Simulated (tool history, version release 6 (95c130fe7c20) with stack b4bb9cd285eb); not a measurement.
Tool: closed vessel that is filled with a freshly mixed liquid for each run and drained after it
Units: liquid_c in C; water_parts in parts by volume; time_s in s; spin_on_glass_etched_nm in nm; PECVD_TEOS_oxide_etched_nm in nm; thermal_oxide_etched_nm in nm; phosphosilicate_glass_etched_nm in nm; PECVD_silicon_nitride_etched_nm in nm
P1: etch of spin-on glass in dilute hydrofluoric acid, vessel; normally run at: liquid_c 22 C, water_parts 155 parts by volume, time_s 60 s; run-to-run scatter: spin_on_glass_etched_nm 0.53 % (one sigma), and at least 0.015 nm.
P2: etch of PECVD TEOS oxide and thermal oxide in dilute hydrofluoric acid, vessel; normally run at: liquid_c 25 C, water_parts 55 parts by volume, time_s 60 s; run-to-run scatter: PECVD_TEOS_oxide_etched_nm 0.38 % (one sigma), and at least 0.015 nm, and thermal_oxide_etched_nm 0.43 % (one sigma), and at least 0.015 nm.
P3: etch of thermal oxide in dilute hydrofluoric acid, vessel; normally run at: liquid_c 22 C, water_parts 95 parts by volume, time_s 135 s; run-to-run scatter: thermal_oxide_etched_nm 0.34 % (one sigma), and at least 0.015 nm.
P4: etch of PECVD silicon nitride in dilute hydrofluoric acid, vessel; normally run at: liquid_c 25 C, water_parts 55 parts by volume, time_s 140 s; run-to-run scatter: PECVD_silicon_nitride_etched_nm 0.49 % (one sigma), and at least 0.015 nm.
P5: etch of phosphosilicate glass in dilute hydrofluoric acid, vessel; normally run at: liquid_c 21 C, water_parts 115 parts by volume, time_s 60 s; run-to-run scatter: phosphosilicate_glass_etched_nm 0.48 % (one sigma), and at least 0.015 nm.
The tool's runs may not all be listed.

| run | hour | process | liquid_c | water_parts | time_s | spin_on_glass_etched_nm | PECVD_TEOS_oxide_etched_nm | thermal_oxide_etched_nm | phosphosilicate_glass_etched_nm | PECVD_silicon_nitride_etched_nm |
|---|---|---|---|---|---|---|---|---|---|---|
| 1 | 16.2 | P1 | 22 | 155 | 60 | 10.562 |  |  |  |  |
| 2 | 29.7 | P1 | 22 | 65 | 60 | 27.715 |  |  |  |  |
| 3 | 43.2 | P2 | 25 | 105 | 60 |  | 14.332 | 2.7769 |  |  |
| 4 | 62 | P5 | 21 | 115 | 60 |  |  |  | 38.085 |  |
| 5 | 80.8 | P1 | 22 | 155 | 60 | 10.508 |  |  |  |  |
| 6 | 99.1 | P3 | 22 | 95 | 205 |  |  | 9.6283 |  |  |
| 7 | 112.3 | P4 | 25 | 55 | 140 |  |  |  |  | 6.7306 |
| 8 | 129.8 | P2 | 31.5 | 55 | 60 |  | 38.065 | 7.2735 |  |  |
| 9 | 142.3 | P5 | 21 | 115 | 60 |  |  |  | 38.048 |  |
| 10 | 154.5 | P1 | 22 | 155 | 120 | 20.952 |  |  |  |  |
| 11 | 171.4 | P4 | 30.5 | 55 | 140 |  |  |  |  | 9.6644 |
| 12 | 189.9 | P1 | 27.5 | 155 | 60 | 12.986 |  |  |  |  |
| 13 | 202.9 | P1 | 22 | 155 | 60 | 10.431 |  |  |  |  |
| 14 | 221.3 | P2 | 25 | 55 | 60 |  | 29.452 | 5.5887 |  |  |
| 15 | 233.6 | P1 | 17 | 155 | 60 | 8.6147 |  |  |  |  |
| 16 | 243.9 | P1 | 22 | 155 | 60 | 10.422 |  |  |  |  |
| 17 | 260.5 | P3 | 22 | 175 | 135 |  |  | 3.1181 |  |  |
| 18 | 277.4 | P3 | 18 | 95 | 135 |  |  | 5.3522 |  |  |
| 19 | 287.3 | P1 | 22 | 155 | 60 | 10.533 |  |  |  |  |
| 20 | 298.1 | P5 | 21 | 30 | 60 |  |  |  | 161.64 |  |
| 21 | 307.1 | P3 | 22 | 95 | 135 |  |  | 6.3286 |  |  |
| 22 | 316.9 | P4 | 25 | 55 | 275 |  |  |  |  | 13.302 |
| 23 | 332.4 | P4 | 25 | 20 | 140 |  |  |  |  | 18.067 |
| 24 | 341.1 | P5 | 21 | 115 | 30 |  |  |  | 19.064 |  |
| 25 | 350.2 | P1 | 22 | 265 | 30 | 2.7744 |  |  |  |  |
| 26 | 363.5 | P1 | 22 | 155 | 30 | 5.1973 |  |  |  |  |
| 27 | 381.5 | P1 | 22 | 265 | 60 | 5.5442 |  |  |  |  |
| 28 | 395.4 | P2 | 25 | 55 | 120 |  | 58.712 | 11.23 |  |  |
| 29 | 405.3 | P1 | 22 | 155 | 60 | 10.573 |  |  |  |  |
| 30 | 414.1 | P5 | 29 | 115 | 60 |  |  |  | 51.735 |  |
| 31 | 428.1 | P1 | 22 | 155 | 60 | 10.543 |  |  |  |  |
| 32 | 439.6 | P1 | 22 | 155 | 60 | 10.744 |  |  |  |  |
| 33 | 458.7 | P1 | 22 | 155 | 60 | 10.971 |  |  |  |  |
| 34 | 470 | P1 | 22 | 155 | 60 | 11.059 |  |  |  |  |
| 35 | 489.3 | P1 | 22 | 155 | 60 | 11.205 |  |  |  |  |
| 36 | 501.9 | P1 | 22 | 155 | 60 | 11.269 |  |  |  |  |
| 37 | 515.3 | P1 | 22 | 155 | 60 | 11.287 |  |  |  |  |
| 38 | 524.6 | P1 | 22 | 155 | 60 | 11.27 |  |  |  |  |
| 39 | 535.5 | P1 | 22 | 155 | 60 | 11.193 |  |  |  |  |
| 40 | 552.5 | P1 | 22 | 155 | 60 | 11.236 |  |  |  |  |
| 41 | 565.1 | P1 | 22 | 155 | 60 | 11.281 |  |  |  |  |

What P1 gives has crept away from where it was. These 2 causes fit the log equally well, each at the size given:
A: hydrofluoric acid flow above the setpoint (%) = 6.34
B: liquid hotter than its thermometer reads (K) = 1.86
The creep began at about hour 428.1.

4 check runs are offered, one wafer each, their results left as question marks. Which one tells the causes apart?
| check 1 | 577.7 | P3 | 22 | 95 | 135 |  |  | ? |  |  |
| check 2 | 577.7 | P5 | 21 | 115 | 60 |  |  |  | ? |  |
| check 3 | 577.7 | P4 | 25 | 55 | 140 |  |  |  |  | ? |
| check 4 | 577.7 | P2 | 25 | 55 | 60 |  | ? | ? |  |  |

What each check would give under each cause:
| check | result | if A | if B |
|---|---|---|---|
| check 1 | thermal_oxide_etched_nm | 6.7711 | 6.8155 |
| check 2 | phosphosilicate_glass_etched_nm | 40.894 | 41.103 |
| check 3 | PECVD_silicon_nitride_etched_nm | 7.1974 | 7.6652 |
| check 4 | PECVD_TEOS_oxide_etched_nm | 31.305 | 31.592 |
| check 4 | thermal_oxide_etched_nm | 5.9732 | 6.028 |
How far apart the two closest causes lie, in the result that separates them most: check 1 0.65 %; check 2 0.51 %; check 3 6.3 %; check 4 0.91 %
Only check 3 tells the causes apart: in the others they would give nearly the same result.

Then check 3 was run and gave: PECVD_silicon_nitride_etched_nm 7.696 nm. Which cause is it?

It is B: liquid hotter than its thermometer reads (K).

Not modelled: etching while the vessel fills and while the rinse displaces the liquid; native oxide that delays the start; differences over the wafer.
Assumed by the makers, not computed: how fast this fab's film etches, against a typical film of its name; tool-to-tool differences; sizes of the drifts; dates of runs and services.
